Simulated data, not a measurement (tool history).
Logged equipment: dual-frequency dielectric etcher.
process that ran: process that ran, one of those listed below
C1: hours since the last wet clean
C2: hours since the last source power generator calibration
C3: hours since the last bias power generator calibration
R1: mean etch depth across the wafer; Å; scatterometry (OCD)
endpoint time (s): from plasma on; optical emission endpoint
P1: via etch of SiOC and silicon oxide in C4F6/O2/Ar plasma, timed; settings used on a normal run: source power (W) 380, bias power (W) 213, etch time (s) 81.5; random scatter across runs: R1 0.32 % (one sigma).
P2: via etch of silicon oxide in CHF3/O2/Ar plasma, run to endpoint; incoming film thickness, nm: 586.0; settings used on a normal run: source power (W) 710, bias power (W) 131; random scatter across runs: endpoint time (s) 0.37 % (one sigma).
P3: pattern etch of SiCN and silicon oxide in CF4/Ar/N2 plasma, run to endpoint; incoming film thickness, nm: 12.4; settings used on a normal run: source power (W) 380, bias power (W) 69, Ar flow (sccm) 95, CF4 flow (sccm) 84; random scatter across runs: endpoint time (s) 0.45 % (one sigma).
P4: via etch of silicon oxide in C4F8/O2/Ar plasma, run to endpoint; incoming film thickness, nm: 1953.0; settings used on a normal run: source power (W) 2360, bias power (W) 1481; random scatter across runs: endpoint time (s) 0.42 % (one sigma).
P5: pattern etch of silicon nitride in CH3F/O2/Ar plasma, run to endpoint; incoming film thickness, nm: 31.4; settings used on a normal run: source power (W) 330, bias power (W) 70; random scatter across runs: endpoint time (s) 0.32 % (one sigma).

{"run": 1, "day": 0.446, "process that ran": "P1", "source power (W)": 380, "bias power (W)": 213, "etch time (s)": 81.5, "C1": 461.3, "C2": 276.2, "C3": 584.7, "R1": 926.69}
{"run": 2, "day": 0.817, "process that ran": "P3", "source power (W)": 240, "bias power (W)": 69, "Ar flow (sccm)": 95, "CF4 flow (sccm)": 84, "C1": 470.2, "C2": 285.1, "C3": 593.6, "endpoint time (s)": 25.127}
{"run": 3, "day": 1.346, "process that ran": "P5", "source power (W)": 330, "bias power (W)": 70, "C1": 482.9, "C2": 297.8, "C3": 606.3, "endpoint time (s)": 47.528}
{"run": 4, "day": 1.812, "process that ran": "P5", "source power (W)": 440, "bias power (W)": 70, "C1": 494.1, "C2": 309.0, "C3": 617.5, "endpoint time (s)": 42.42}
{"run": 5, "day": 2.138, "process that ran": "P1", "source power (W)": 380, "bias power (W)": 213, "etch time (s)": 81.5, "C1": 501.9, "C2": 316.8, "C3": 625.3, "R1": 920.83}
{"run": 6, "day": 2.492, "process that ran": "P5", "source power (W)": 330, "bias power (W)": 70, "C1": 510.4, "C2": 325.3, "C3": 633.8, "endpoint time (s)": 47.524}
{"run": 7, "day": 2.867, "process that ran": "P3", "source power (W)": 380, "bias power (W)": 42, "Ar flow (sccm)": 95, "CF4 flow (sccm)": 84, "C1": 519.4, "C2": 334.3, "C3": 642.8, "endpoint time (s)": 19.428}
{"run": 8, "day": 3.392, "process that ran": "P1", "source power (W)": 380, "bias power (W)": 140, "etch time (s)": 81.5, "C1": 532.0, "C2": 346.9, "C3": 655.4, "R1": 809.8}
{"run": 9, "day": 3.675, "process that ran": "P1", "source power (W)": 380, "bias power (W)": 213, "etch time (s)": 81.5, "C1": 538.8, "C2": 353.7, "C3": 662.2, "R1": 921.32}
{"run": 10, "day": 4.071, "process that ran": "P1", "source power (W)": 380, "bias power (W)": 277, "etch time (s)": 103.5, "C1": 548.3, "C2": 363.2, "C3": 671.7, "R1": 1281.3}
{"run": 11, "day": 4.371, "process that ran": "P1", "source power (W)": 310, "bias power (W)": 255, "etch time (s)": 81.5, "C1": 555.5, "C2": 370.4, "C3": 678.9, "R1": 910.67}
{"run": 12, "day": 4.596, "process that ran": "P4", "source power (W)": 2360, "bias power (W)": 1481, "C1": 560.9, "C2": 375.8, "C3": 684.3, "endpoint time (s)": 406.59}
{"run": 13, "day": 4.971, "process that ran": "P4", "source power (W)": 2360, "bias power (W)": 1776, "C1": 569.9, "C2": 384.8, "C3": 693.3, "endpoint time (s)": 386.18}
{"run": 14, "day": 5.204, "process that ran": "P1", "source power (W)": 240, "bias power (W)": 213, "etch time (s)": 81.5, "C1": 575.5, "C2": 390.4, "C3": 698.9, "R1": 771.39}
{"run": 15, "day": 5.596, "process that ran": "P1", "source power (W)": 380, "bias power (W)": 213, "etch time (s)": 115.5, "C1": 584.9, "C2": 399.8, "C3": 708.3, "R1": 1300.0}
{"run": 16, "day": 5.912, "process that ran": "P3", "source power (W)": 380, "bias power (W)": 69, "Ar flow (sccm)": 95, "CF4 flow (sccm)": 84, "C1": 592.5, "C2": 407.4, "C3": 715.9, "endpoint time (s)": 16.733}
{"run": 17, "day": 6.183, "process that ran": "P2", "source power (W)": 710, "bias power (W)": 131, "C1": 599.0, "C2": 413.9, "C3": 722.4, "endpoint time (s)": 301.55}
{"run": 18, "day": 6.562, "process that ran": "P2", "source power (W)": 920, "bias power (W)": 131, "C1": 608.1, "C2": 423.0, "C3": 731.5, "endpoint time (s)": 271.5}
{"run": 19, "day": 7.021, "process that ran": "P2", "source power (W)": 710, "bias power (W)": 131, "C1": 619.1, "C2": 434.0, "C3": 742.5, "endpoint time (s)": 301.33}
{"run": 20, "day": 7.338, "process that ran": "P5", "source power (W)": 330, "bias power (W)": 93, "C1": 626.7, "C2": 441.6, "C3": 750.1, "endpoint time (s)": 42.748}
{"run": 21, "day": 7.858, "process that ran": "P1", "source power (W)": 380, "bias power (W)": 213, "etch time (s)": 45.0, "C1": 639.2, "C2": 454.1, "C3": 762.6, "R1": 511.93}
{"run": 22, "day": 8.242, "process that ran": "P3", "source power (W)": 380, "bias power (W)": 69, "Ar flow (sccm)": 95, "CF4 flow (sccm)": 84, "C1": 648.4, "C2": 463.3, "C3": 771.8, "endpoint time (s)": 16.763}
{"run": 23, "day": 8.542, "process that ran": "P3", "source power (W)": 380, "bias power (W)": 69, "Ar flow (sccm)": 58, "CF4 flow (sccm)": 84, "C1": 655.6, "C2": 470.5, "C3": 779.0, "endpoint time (s)": 15.725}
{"run": 24, "day": 8.788, "process that ran": "P2", "source power (W)": 710, "bias power (W)": 77, "C1": 661.5, "C2": 476.4, "C3": 784.9, "endpoint time (s)": 351.59}
{"run": 25, "day": 9.167, "process that ran": "P1", "source power (W)": 380, "bias power (W)": 276, "etch time (s)": 81.5, "C1": 670.6, "C2": 485.5, "C3": 794.0, "R1": 1008.3}
{"run": 26, "day": 9.683, "process that ran": "P4", "source power (W)": 1450, "bias power (W)": 1481, "C1": 683.0, "C2": 497.9, "C3": 806.4, "endpoint time (s)": 498.43}
{"run": 27, "day": 10.071, "process that ran": "P3", "source power (W)": 380, "bias power (W)": 69, "Ar flow (sccm)": 95, "CF4 flow (sccm)": 53, "C1": 692.3, "C2": 507.2, "C3": 815.7, "endpoint time (s)": 17.983}
{"run": 28, "day": 10.438, "process that ran": "P1", "source power (W)": 380, "bias power (W)": 213, "etch time (s)": 81.5, "C1": 701.1, "C2": 516.0, "C3": 824.5, "R1": 923.52}
{"run": 29, "day": 10.746, "process that ran": "P1", "source power (W)": 380, "bias power (W)": 159, "etch time (s)": 52.5, "C1": 708.5, "C2": 523.4, "C3": 831.9, "R1": 546.11}
{"run": 30, "day": 11.017, "process that ran": "P1", "source power (W)": 520, "bias power (W)": 213, "etch time (s)": 81.5, "C1": 715.0, "C2": 529.9, "C3": 838.4, "R1": 1046.5}
{"run": 31, "day": 11.392, "process that ran": "P1", "source power (W)": 380, "bias power (W)": 213, "etch time (s)": 81.5, "C1": 724.0, "C2": 538.9, "C3": 847.4, "R1": 924.97}
{"run": 32, "day": 11.875, "process that ran": "P4", "source power (W)": 2360, "bias power (W)": 1481, "C1": 735.6, "C2": 550.5, "C3": 859.0, "endpoint time (s)": 407.13}
{"run": 33, "day": 12.292, "process that ran": "P1", "source power (W)": 380, "bias power (W)": 213, "etch time (s)": 81.5, "C1": 745.6, "C2": 560.5, "C3": 869.0, "R1": 919.48}
{"run": 34, "day": 12.75, "process that ran": "P1", "source power (W)": 380, "bias power (W)": 213, "etch time (s)": 81.5, "C1": 756.6, "C2": 571.5, "C3": 880.0, "R1": 920.32}
{"run": 35, "day": 13.079, "process that ran": "P1", "source power (W)": 380, "bias power (W)": 213, "etch time (s)": 81.5, "C1": 764.5, "C2": 579.4, "C3": 887.9, "R1": 920.33}
{"run": 36, "day": 13.312, "process that ran": "P1", "source power (W)": 380, "bias power (W)": 213, "etch time (s)": 81.5, "C1": 770.1, "C2": 585.0, "C3": 893.5, "R1": 914.17}
{"run": 37, "day": 13.621, "process that ran": "P1", "source power (W)": 380, "bias power (W)": 213, "etch time (s)": 81.5, "C1": 777.5, "C2": 592.4, "C3": 900.9, "R1": 916.51}
{"run": 38, "day": 13.992, "process that ran": "P1", "source power (W)": 380, "bias power (W)": 213, "etch time (s)": 81.5, "C1": 786.4, "C2": 601.3, "C3": 909.8, "R1": 915.03}
{"run": 39, "day": 14.483, "process that ran": "P1", "source power (W)": 380, "bias power (W)": 213, "etch time (s)": 81.5, "C1": 798.2, "C2": 613.1, "C3": 921.6, "R1": 910.94}
{"run": 40, "day": 14.775, "process that ran": "P1", "source power (W)": 380, "bias power (W)": 213, "etch time (s)": 81.5, "C1": 805.2, "C2": 620.1, "C3": 928.6, "R1": 909.91}
{"day": 14.962, "done": "wet clean of the chamber"}
{"run": 41, "day": 15.1, "process that ran": "P1", "source power (W)": 380, "bias power (W)": 213, "etch time (s)": 81.5, "C1": 3.3, "C2": 627.9, "C3": 936.4, "R1": 908.4}
{"run": 42, "day": 15.588, "process that ran": "P1", "source power (W)": 380, "bias power (W)": 213, "etch time (s)": 81.5, "C1": 15.0, "C2": 639.6, "C3": 948.1, "R1": 912.79}
{"run": 43, "day": 16.042, "process that ran": "P1", "source power (W)": 380, "bias power (W)": 213, "etch time (s)": 81.5, "C1": 25.9, "C2": 650.5, "C3": 959.0, "R1": 907.44}
{"run": 44, "day": 16.379, "process that ran": "P1", "source power (W)": 380, "bias power (W)": 213, "etch time (s)": 81.5, "C1": 34.0, "C2": 658.6, "C3": 967.1, "R1": 911.8}

What P1 gives has crept away from where it was. These 2 causes fit the log equally well, each at the size given:
A: bias power that arrives under what is set, % = 4.74
B: source power that arrives under what is set, % = 4.13
The gradual shift began around day 12.292.
What rules out each remaining cause:
chamber walls in a state that lowers the etch rate, %: its service at day 14.962 followed the start of the drift and did not put the process back to its old value

You are offered 4 check runs, listed below with question marks in place of their results; each one averages 2 wafers. Which run separates the listed causes by giving clearly different results for each?
{"run": "check 1", "day": 16.717, "process that ran": "P5", "source power (W)": 390, "bias power (W)": 70, "endpoint time (s)": "?"}
{"run": "check 2", "day": 16.717, "process that ran": "P3", "source power (W)": 380, "bias power (W)": 43, "Ar flow (sccm)": 95, "CF4 flow (sccm)": 57, "endpoint time (s)": "?"}
{"run": "check 3", "day": 16.717, "process that ran": "P2", "source power (W)": 850, "bias power (W)": 93, "endpoint time (s)": "?"}
{"run": "check 4", "day": 16.717, "process that ran": "P4", "source power (W)": 1620, "bias power (W)": 1481, "endpoint time (s)": "?"}

How each check would come out, cause by cause:
check=check_1 result=endpoint_time_(s) if_A=45.476 if_B=45.455
check=check_2 result=endpoint_time_(s) if_A=21.031 if_B=21.512
check=check_3 result=endpoint_time_(s) if_A=314.360 if_B=315.480
check=check_4 result=endpoint_time_(s) if_A=478.760 if_B=480.660
How far apart the two closest causes lie, in the result that separates them most: check 1 0.05 %; check 2 2.26 %; check 3 0.36 %; check 4 0.4 %
The causes can be told apart only by check 2. The other checks would give nearly the same results under each of them.

After running check 2, the following was obtained: endpoint time (s) 21.476. Which cause does this point to?

The cause is B: source power that arrives under what is set, %.
